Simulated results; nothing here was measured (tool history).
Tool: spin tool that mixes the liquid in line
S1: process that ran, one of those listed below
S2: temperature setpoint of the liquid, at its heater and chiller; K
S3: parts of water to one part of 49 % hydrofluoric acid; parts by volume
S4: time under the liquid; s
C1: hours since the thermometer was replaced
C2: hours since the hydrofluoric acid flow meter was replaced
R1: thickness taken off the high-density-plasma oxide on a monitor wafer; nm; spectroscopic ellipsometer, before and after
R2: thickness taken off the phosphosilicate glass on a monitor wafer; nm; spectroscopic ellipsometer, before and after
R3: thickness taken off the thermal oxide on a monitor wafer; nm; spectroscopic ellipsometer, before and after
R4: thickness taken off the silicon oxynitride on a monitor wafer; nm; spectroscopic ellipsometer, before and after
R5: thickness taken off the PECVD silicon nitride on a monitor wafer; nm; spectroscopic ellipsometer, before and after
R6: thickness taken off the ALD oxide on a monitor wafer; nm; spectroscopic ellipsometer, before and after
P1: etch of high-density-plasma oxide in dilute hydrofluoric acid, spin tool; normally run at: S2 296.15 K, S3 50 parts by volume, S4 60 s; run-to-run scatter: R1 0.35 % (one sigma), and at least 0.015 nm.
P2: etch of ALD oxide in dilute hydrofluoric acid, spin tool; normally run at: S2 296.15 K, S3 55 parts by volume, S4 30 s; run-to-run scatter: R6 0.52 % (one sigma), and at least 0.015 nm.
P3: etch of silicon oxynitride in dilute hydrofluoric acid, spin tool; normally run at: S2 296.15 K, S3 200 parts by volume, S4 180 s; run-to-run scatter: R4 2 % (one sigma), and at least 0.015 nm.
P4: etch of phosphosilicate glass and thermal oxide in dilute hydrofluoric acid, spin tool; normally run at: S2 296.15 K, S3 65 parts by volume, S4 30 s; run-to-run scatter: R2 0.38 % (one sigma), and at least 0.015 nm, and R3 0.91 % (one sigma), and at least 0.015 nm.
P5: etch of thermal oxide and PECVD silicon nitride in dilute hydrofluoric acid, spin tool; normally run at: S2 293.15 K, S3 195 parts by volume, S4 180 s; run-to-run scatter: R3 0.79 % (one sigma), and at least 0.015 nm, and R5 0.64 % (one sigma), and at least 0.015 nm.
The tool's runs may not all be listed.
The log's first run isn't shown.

run 2 hour=14.1 | S1=P4 S2=296.15 S3=65 S4=65 | C1=1551.9 C2=1311.1 | R2=95.563 R3=4.6587
run 3 hour=22.2 | S1=P3 S2=296.15 S3=105 S4=180 | C1=1560 C2=1319.2 | R4=2.9632
run 4 hour=31 | S1=P1 S2=296.15 S3=50 S4=60 | C1=1568.8 C2=1328 | R1=6.5916
run 5 hour=37 | S1=P1 S2=296.15 S3=75 S4=60 | C1=1574.8 C2=1334 | R1=4.2491
run 6 hour=47.3 | S1=P5 S2=293.15 S3=195 S4=180 | C1=1585.1 C2=1344.3 | R3=3.3702 R5=3.3366
run 7 hour=54.1 | S1=P1 S2=296.15 S3=50 S4=60 | C1=1591.9 C2=1351.1 | R1=6.6031
run 8 hour=63.7 | S1=P1 S2=296.15 S3=50 S4=95 | C1=1601.5 C2=1360.7 | R1=10.389
run 9 hour=73.9 | S1=P5 S2=293.15 S3=195 S4=25 | C1=1611.7 C2=1370.9 | R3=0.47288 R5=0.45823
run 10 hour=79.3 | S1=P5 S2=290.15 S3=195 S4=180 | C1=1617.1 C2=1376.3 | R3=3.0504 R5=2.7589
run 11 hour=88.3 | S1=P1 S2=291.15 S3=50 S4=60 | C1=1626.1 C2=1385.3 | R1=5.3464
run 12 hour=94.4 | S1=P1 S2=296.15 S3=50 S4=15 | C1=1632.2 C2=1391.4 | R1=1.649
run 13 hour=101.8 | S1=P1 S2=296.15 S3=50 S4=60 | C1=1639.6 C2=1398.8 | R1=6.5256
run 14 hour=107.1 | S1=P4 S2=296.15 S3=65 S4=30 | C1=1644.9 C2=1404.1 | R2=44.292 R3=2.1578
run 15 hour=118 | S1=P3 S2=302.15 S3=200 S4=180 | C1=1655.8 C2=1415 | R4=1.8818
run 16 hour=128.9 | S1=P2 S2=296.15 S3=55 S4=30 | C1=1666.7 C2=1425.9 | R6=9.7004
run 17 hour=139.8 | S1=P4 S2=290.15 S3=65 S4=30 | C1=1677.6 C2=1436.8 | R2=34.366 R3=1.6741
run 18 hour=150.8 | S1=P1 S2=301.15 S3=50 S4=60 | C1=1688.6 C2=1447.8 | R1=8.0788

The next listed run, before its measurement:
run 19 hour=157.7 | S1=P2 S2=296.15 S3=55 S4=15 | C1=1695.5 C2=1454.7 | R6=?

Run 19 gave R6 4.8881 nm.
